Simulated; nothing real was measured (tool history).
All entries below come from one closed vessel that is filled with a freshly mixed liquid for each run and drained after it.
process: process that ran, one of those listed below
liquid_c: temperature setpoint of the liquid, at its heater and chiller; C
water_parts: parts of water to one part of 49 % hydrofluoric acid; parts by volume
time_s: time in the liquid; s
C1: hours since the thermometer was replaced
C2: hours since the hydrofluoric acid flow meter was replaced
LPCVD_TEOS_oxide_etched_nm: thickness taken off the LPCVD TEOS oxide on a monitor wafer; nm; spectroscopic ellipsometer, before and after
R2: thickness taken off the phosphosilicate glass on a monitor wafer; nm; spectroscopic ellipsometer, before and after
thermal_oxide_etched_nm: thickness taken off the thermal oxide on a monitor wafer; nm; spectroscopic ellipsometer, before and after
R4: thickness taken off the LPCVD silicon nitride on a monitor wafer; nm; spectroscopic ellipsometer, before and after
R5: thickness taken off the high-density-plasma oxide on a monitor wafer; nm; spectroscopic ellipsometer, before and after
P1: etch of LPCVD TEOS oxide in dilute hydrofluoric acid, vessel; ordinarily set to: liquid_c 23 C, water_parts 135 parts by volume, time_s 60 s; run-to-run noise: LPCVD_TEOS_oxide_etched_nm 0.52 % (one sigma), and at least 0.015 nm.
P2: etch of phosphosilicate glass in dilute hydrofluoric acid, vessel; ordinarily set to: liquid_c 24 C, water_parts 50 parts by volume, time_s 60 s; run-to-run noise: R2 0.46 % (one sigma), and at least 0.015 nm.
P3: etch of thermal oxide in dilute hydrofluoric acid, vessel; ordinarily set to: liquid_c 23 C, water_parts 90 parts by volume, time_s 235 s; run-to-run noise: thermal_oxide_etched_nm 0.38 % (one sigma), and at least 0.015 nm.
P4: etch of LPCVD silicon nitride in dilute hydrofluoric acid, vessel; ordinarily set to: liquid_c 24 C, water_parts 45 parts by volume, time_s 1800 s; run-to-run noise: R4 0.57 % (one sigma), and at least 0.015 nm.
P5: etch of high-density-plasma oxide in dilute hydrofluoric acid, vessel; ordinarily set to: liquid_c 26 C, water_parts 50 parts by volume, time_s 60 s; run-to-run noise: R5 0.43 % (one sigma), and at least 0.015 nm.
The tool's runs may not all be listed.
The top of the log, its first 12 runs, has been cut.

run 13 hour=173.2 | process=P1 liquid_c=23 water_parts=135 time_s=30 | C1=113.5 C2=1082.9 | LPCVD_TEOS_oxide_etched_nm=3.4011
run 14 hour=183.8 | process=P4 liquid_c=32 water_parts=45 time_s=1800 | C1=124.1 C2=1093.5 | R4=34.199
run 15 hour=200 | process=P1 liquid_c=23 water_parts=135 time_s=60 | C1=140.3 C2=1109.7 | LPCVD_TEOS_oxide_etched_nm=6.7738
run 16 hour=211.1 | process=P4 liquid_c=24 water_parts=75 time_s=1800 | C1=151.4 C2=1120.8 | R4=12.055
run 17 hour=227.6 | process=P3 liquid_c=23 water_parts=90 time_s=235 | C1=167.9 C2=1137.3 | thermal_oxide_etched_nm=11.401
run 18 hour=242.6 | process=P5 liquid_c=26 water_parts=75 time_s=60 | C1=182.9 C2=1152.3 | R5=5.9046
run 19 hour=256.2 | process=P2 liquid_c=24 water_parts=50 time_s=60 | C1=196.5 C2=1165.9 | R2=80.284
run 20 hour=268.4 | process=P5 liquid_c=31 water_parts=50 time_s=60 | C1=208.7 C2=1178.1 | R5=11.212
-- hour=274.6 hydrofluoric acid flow meter replaced
run 21 hour=277.7 | process=P1 liquid_c=23 water_parts=70 time_s=30 | C1=218 C2=3.2 | LPCVD_TEOS_oxide_etched_nm=7.1724
run 22 hour=290.5 | process=P5 liquid_c=26 water_parts=50 time_s=60 | C1=230.8 C2=16 | R5=9.2215
run 23 hour=308.8 | process=P2 liquid_c=24 water_parts=50 time_s=60 | C1=249.1 C2=34.3 | R2=79.396
run 24 hour=322.6 | process=P1 liquid_c=23 water_parts=135 time_s=60 | C1=262.9 C2=48.1 | LPCVD_TEOS_oxide_etched_nm=6.8593
run 25 hour=330.8 | process=P3 liquid_c=23 water_parts=155 time_s=235 | C1=271.1 C2=56.3 | thermal_oxide_etched_nm=6.1159
run 26 hour=347.1 | process=P5 liquid_c=26 water_parts=50 time_s=60 | C1=287.4 C2=72.6 | R5=9.154

Run 27, settings as shown, results not yet in. Your forecast:
run 27 hour=364.8 | process=P5 liquid_c=26 water_parts=50 time_s=100 | C1=305.1 C2=90.3 | R5=?

{"run 27": {"R5": 15.288}}
